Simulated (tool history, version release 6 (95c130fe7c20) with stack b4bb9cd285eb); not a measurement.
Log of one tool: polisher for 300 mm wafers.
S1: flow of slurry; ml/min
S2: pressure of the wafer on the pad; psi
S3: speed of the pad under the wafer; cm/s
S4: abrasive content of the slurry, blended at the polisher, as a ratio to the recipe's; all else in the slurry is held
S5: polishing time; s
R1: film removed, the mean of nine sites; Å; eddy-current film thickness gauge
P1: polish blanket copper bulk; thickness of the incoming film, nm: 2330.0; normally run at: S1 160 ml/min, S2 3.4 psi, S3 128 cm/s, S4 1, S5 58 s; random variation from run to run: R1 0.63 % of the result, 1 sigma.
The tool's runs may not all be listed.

| run | day | S1 | S2 | S3 | S4 | S5 | R1 |
|---|---|---|---|---|---|---|---|
| 1 | 0.175 | 160 | 3.4 | 128 | 1 | 58 | 8560 |
| 2 | 0.346 | 160 | 3.4 | 128 | 1.3 | 58 | 9031.8 |
| 3 | 0.425 | 160 | 3.4 | 128 | 1 | 58 | 8500.4 |
| 4 | 0.567 | 160 | 3.4 | 128 | 1 | 87 | 12816 |
| 5 | 0.708 | 160 | 3.4 | 128 | 1 | 58 | 8555.4 |
| 6 | 0.804 | 160 | 3.4 | 128 | 0.65 | 58 | 7787 |
| 7 | 0.971 | 250 | 3.4 | 128 | 1 | 58 | 9064.4 |
| 8 | 1.046 | 160 | 3.4 | 128 | 1 | 58 | 8514.3 |
| 9 | 1.146 | 160 | 4.8 | 128 | 1 | 41 | 8591.7 |
| 10 | 1.325 | 160 | 5.3 | 128 | 1 | 58 | 13337 |
| 11 | 1.412 | 160 | 3.4 | 128 | 1 | 40 | 5905.5 |
| 12 | 1.554 | 115 | 3.4 | 128 | 1 | 73 | 10073 |
| 13 | 1.708 | 95 | 3.4 | 128 | 1 | 58 | 7753.4 |
| 14 | 1.846 | 160 | 3.4 | 128 | 1 | 58 | 8434.7 |
| 15 | 1.954 | 160 | 3.4 | 182 | 1 | 58 | 12203 |
| 16 | 2.033 | 160 | 3.4 | 84 | 1 | 58 | 5612.5 |
| 17 | 2.15 | 160 | 3.4 | 128 | 1 | 58 | 8573.4 |
| 18 | 2.317 | 160 | 1.5 | 128 | 1 | 58 | 3755.6 |
| 19 | 2.471 | 160 | 3.4 | 128 | 1 | 58 | 8555.4 |
| 20 | 2.625 | 160 | 3.4 | 128 | 1 | 58 | 8387.1 |
| 21 | 2.796 | 160 | 3.4 | 128 | 1 | 58 | 8218.6 |
| 22 | 2.95 | 160 | 3.4 | 128 | 1 | 58 | 8070.9 |
|  | 3.008 | head pressure recalibrated |
|  | 3.029 | slurry blender recalibrated |
| 23 | 3.029 | 160 | 3.4 | 128 | 1 | 58 | 8058.4 |
| 24 | 3.196 | 160 | 3.4 | 128 | 1 | 58 | 8005 |
| 25 | 3.304 | 160 | 3.4 | 128 | 1 | 58 | 7986.6 |
| 26 | 3.467 | 160 | 3.4 | 128 | 1 | 58 | 7952.4 |

Run 27 comes next. What will it give?
| 27 | 3.629 | 160 | 3.4 | 128 | 1 | 58 | ? |

{"run 27": {"R1": 8061.2}}
